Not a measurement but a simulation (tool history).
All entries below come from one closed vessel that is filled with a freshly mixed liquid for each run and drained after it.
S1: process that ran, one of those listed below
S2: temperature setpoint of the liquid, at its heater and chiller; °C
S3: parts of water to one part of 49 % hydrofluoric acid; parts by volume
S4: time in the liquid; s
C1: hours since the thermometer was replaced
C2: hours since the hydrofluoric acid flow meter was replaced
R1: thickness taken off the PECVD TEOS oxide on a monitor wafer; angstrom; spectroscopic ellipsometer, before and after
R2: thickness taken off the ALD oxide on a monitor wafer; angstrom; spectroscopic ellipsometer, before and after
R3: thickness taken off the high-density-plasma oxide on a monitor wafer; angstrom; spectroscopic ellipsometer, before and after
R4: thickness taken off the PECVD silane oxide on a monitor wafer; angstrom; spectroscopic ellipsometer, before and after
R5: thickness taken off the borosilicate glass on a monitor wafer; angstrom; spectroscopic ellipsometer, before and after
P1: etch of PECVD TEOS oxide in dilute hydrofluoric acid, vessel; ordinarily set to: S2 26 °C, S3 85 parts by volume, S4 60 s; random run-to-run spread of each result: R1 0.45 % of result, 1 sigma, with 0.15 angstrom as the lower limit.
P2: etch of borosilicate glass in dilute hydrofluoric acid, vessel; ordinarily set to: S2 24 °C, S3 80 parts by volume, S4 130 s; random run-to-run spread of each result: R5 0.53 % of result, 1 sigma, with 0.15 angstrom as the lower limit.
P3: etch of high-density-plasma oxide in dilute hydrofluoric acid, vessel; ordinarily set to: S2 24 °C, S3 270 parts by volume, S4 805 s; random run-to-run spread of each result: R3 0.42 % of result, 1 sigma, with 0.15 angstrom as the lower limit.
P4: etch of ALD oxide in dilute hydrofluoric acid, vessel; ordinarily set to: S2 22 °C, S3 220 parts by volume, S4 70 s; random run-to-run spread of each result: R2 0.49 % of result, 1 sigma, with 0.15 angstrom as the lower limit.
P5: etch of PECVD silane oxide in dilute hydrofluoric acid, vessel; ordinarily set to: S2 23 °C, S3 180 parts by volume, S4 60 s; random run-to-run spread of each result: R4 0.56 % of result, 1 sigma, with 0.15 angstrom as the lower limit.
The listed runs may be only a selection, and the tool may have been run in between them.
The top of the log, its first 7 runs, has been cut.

Run 8, hour 74.1: S1 P5, S2 23 °C, S3 70 parts by volume, S4 60 s; C1 444.4; C2 1193.8. Result: R4 154.99 angstrom.
Run 9, hour 79: S1 P2, S2 17 °C, S3 80 parts by volume, S4 130 s; C1 449.3; C2 1198.7. Result: R5 255.56 angstrom.
Run 10, hour 86.1: S1 P4, S2 22 °C, S3 355 parts by volume, S4 70 s; C1 456.4; C2 1205.8. Result: R2 23.649 angstrom.
Run 11, hour 93.3: S1 P1, S2 26 °C, S3 85 parts by volume, S4 60 s; C1 463.6; C2 1213. Result: R1 181.66 angstrom.
Run 12, hour 101.3: S1 P2, S2 24 °C, S3 80 parts by volume, S4 130 s; C1 471.6; C2 1221. Result: R5 341.52 angstrom.
Run 13, hour 106.2: S1 P5, S2 23 °C, S3 180 parts by volume, S4 30 s; C1 476.5; C2 1225.9. Result: R4 26.625 angstrom.
Run 14, hour 113.5: S1 P1, S2 26 °C, S3 85 parts by volume, S4 60 s; C1 483.8; C2 1233.2. Result: R1 181.68 angstrom.
Run 15, hour 120.8: S1 P2, S2 24 °C, S3 80 parts by volume, S4 245 s; C1 491.1; C2 1240.5. Result: R5 642.23 angstrom.
Run 16, hour 128.4: S1 P3, S2 24 °C, S3 270 parts by volume, S4 805 s; C1 498.7; C2 1248.1. Result: R3 203.78 angstrom.
Run 17, hour 138: S1 P2, S2 24 °C, S3 25 parts by volume, S4 130 s; C1 508.3; C2 1257.7. Result: R5 1169.2 angstrom.
Run 18, hour 144.6: S1 P3, S2 24 °C, S3 270 parts by volume, S4 420 s; C1 514.9; C2 1264.3. Result: R3 107.39 angstrom.
Run 19, hour 149.9: S1 P1, S2 26 °C, S3 85 parts by volume, S4 60 s; C1 520.2; C2 1269.6. Result: R1 181.27 angstrom.
Run 20, hour 159.4: S1 P1, S2 26 °C, S3 85 parts by volume, S4 60 s; C1 529.7; C2 1279.1. Result: R1 182.89 angstrom.
Run 21, hour 166: S1 P1, S2 29.5 °C, S3 35 parts by volume, S4 60 s; C1 536.3; C2 1285.7. Result: R1 540.19 angstrom.
Run 22, hour 171.2: S1 P4, S2 17 °C, S3 220 parts by volume, S4 70 s; C1 541.5; C2 1290.9. Result: R2 35.635 angstrom.
Run 23, hour 179.5: S1 P1, S2 19.5 °C, S3 85 parts by volume, S4 30 s; C1 549.8; C2 1299.2. Result: R1 70.163 angstrom.
Run 24, hour 184.9: S1 P2, S2 24 °C, S3 80 parts by volume, S4 130 s; C1 555.2; C2 1304.6. Result: R5 340.67 angstrom.
Run 25, hour 195: S1 P1, S2 26 °C, S3 85 parts by volume, S4 30 s; C1 565.3; C2 1314.7. Result: R1 91.547 angstrom.

Estimate the outcome of run 26 from the log above:
Run 26, hour 203.3: S1 P3, S2 24 °C, S3 495 parts by volume, S4 805 s; C1 573.6; C2 1323. Result: R3 ?.

R3: 91.073 angstrom
